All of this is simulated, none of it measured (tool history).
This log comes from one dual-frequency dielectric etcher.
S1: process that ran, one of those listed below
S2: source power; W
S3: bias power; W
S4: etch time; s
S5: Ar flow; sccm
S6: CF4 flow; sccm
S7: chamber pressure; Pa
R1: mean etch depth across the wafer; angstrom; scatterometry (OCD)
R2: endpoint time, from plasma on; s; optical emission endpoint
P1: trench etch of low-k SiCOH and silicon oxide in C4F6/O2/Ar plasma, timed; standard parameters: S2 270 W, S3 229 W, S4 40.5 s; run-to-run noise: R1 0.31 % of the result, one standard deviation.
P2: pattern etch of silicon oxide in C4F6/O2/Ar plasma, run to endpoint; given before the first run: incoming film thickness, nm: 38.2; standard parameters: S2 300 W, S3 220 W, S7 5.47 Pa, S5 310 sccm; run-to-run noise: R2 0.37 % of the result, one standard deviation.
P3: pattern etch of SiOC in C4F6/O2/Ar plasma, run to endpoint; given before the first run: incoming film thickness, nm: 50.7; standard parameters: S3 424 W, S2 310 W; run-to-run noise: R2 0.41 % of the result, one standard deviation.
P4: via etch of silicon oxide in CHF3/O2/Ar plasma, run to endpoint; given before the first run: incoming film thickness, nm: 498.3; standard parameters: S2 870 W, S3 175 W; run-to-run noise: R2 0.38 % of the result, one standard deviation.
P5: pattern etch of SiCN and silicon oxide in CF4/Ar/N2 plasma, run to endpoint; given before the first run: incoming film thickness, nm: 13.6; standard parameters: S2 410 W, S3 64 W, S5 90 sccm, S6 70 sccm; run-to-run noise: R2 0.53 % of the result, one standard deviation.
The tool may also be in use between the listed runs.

| run | hour | S1 | S2 | S3 | S4 | S5 | S6 | S7 | R1 | R2 |
|---|---|---|---|---|---|---|---|---|---|---|
| 1 | 7.3 | P1 | 270 | 229 | 40.5 |  |  |  | 1250.00 |  |
| 2 | 11.4 | P4 | 1120 | 175 |  |  |  |  |  | 197.530 |
| 3 | 18.4 | P5 | 410 | 64 |  | 66 | 70 |  |  | 16.650 |
| 4 | 24.5 | P1 | 270 | 229 | 23.0 |  |  |  | 711.36 |  |
| 5 | 29.2 | P2 | 360 | 220 |  | 310 |  | 5.47 |  | 12.485 |
| 6 | 35.2 | P1 | 320 | 229 | 40.5 |  |  |  | 1331.20 |  |
| 7 | 40.5 | P1 | 270 | 229 | 40.5 |  |  |  | 1249.80 |  |
| 8 | 45.4 | P1 | 270 | 229 | 54.0 |  |  |  | 1677.30 |  |
| 9 | 52.8 | P1 | 330 | 229 | 32.0 |  |  |  | 1066.50 |  |
| 10 | 59.8 | P1 | 160 | 229 | 40.5 |  |  |  | 1029.70 |  |
| 11 | 68.3 | P1 | 270 | 229 | 40.5 |  |  |  | 1248.30 |  |
| 12 | 76.4 | P2 | 300 | 220 |  | 310 |  | 6.73 |  | 13.694 |
| 13 | 81.7 | P4 | 870 | 129 |  |  |  |  |  | 238.680 |
| 14 | 89.3 | P2 | 300 | 220 |  | 441 |  | 5.47 |  | 13.978 |
| 15 | 95.2 | P3 | 310 | 424 |  |  |  |  |  | 19.556 |
| 16 | 99.9 | P2 | 300 | 131 |  | 310 |  | 5.47 |  | 15.832 |
| 17 | 107.0 | P1 | 270 | 276 | 40.5 |  |  |  | 1335.00 |  |
| 18 | 114.9 | P5 | 410 | 82 |  | 90 | 70 |  |  | 16.085 |
| 19 | 119.8 | P4 | 870 | 175 |  |  |  |  |  | 215.810 |
| 20 | 123.8 | P5 | 490 | 64 |  | 90 | 70 |  |  | 14.851 |
| 21 | 129.3 | P3 | 400 | 424 |  |  |  |  |  | 17.774 |
| 22 | 133.2 | P5 | 410 | 64 |  | 90 | 90 |  |  | 16.864 |
| 23 | 138.1 | P1 | 270 | 135 | 40.5 |  |  |  | 1053.80 |  |
| 24 | 145.1 | P3 | 310 | 424 |  |  |  |  |  | 19.585 |
| 25 | 152.3 | P1 | 220 | 295 | 40.5 |  |  |  | 1265.50 |  |
| 26 | 157.1 | P5 | 410 | 64 |  | 90 | 70 |  |  | 17.479 |
| 27 | 163.8 | P3 | 310 | 517 |  |  |  |  |  | 18.199 |
| 28 | 171.5 | P2 | 300 | 220 |  | 310 |  | 5.47 |  | 13.472 |
| 29 | 178.8 | P1 | 270 | 229 | 40.5 |  |  |  | 1251.50 |  |
| 30 | 187.0 | P1 | 270 | 229 | 40.5 |  |  |  | 1242.70 |  |
| 31 | 195.7 | P1 | 270 | 229 | 40.5 |  |  |  | 1260.50 |  |
| 32 | 199.9 | P1 | 270 | 229 | 40.5 |  |  |  | 1265.50 |  |
| 33 | 205.7 | P1 | 270 | 229 | 40.5 |  |  |  | 1275.80 |  |
| 34 | 214.1 | P1 | 270 | 229 | 40.5 |  |  |  | 1267.20 |  |
|  | 215.3 | wet clean of the chamber |
| 35 | 219.3 | P1 | 270 | 229 | 40.5 |  |  |  | 1279.50 |  |
| 36 | 225.4 | P1 | 270 | 229 | 40.5 |  |  |  | 1271.50 |  |
| 37 | 229.2 | P1 | 270 | 229 | 40.5 |  |  |  | 1272.40 |  |

What P1 gives has crept away from where it was. These 2 causes fit the log equally well, each at the size given:
A: source power that arrives over what is set, % = 4.2
B: bias power that arrives over what is set, % = 4.69
The gradual shift began around hour 187.0.
Why every other cause is out:
chamber walls in a state that raises the etch rate, %: its service at hour 215.3 followed the start of the drift and did not put the process back to its old value

Which of the check runs below tells the causes apart, meaning the causes would give it clearly different results? Each run uses 5 wafers whose results are averaged, and each result is shown as a question mark.
| check 1 | 233.0 | P4 | 870 | 175 |  |  |  |  |  | ? |
| check 2 | 233.0 | P5 | 410 | 64 |  | 90 | 70 |  |  | ? |
| check 3 | 233.0 | P2 | 300 | 220 |  | 310 |  | 5.47 |  | ? |
| check 4 | 233.0 | P3 | 310 | 424 |  |  |  |  |  | ? |

Check results expected under each cause:
| check | result | if A | if B |
|---|---|---|---|
| check 1 | R2 | 213.030 | 213.230 |
| check 2 | R2 | 16.825 | 17.190 |
| check 3 | R2 | 13.247 | 13.251 |
| check 4 | R2 | 19.306 | 19.272 |
Gap, in per cent, between the two causes that each check separates least, read from the result that separates them most: check 1 0.09 %; check 2 2.15 %; check 3 0.03 %; check 4 0.17 %
Check 2 distinguishes between the causes, while the remaining checks would return nearly the same result for all of them.

Then check 2 was run and gave: R2 17.196 s. Which cause is it?

Of the candidate causes, it is B: bias power that arrives over what is set, %.
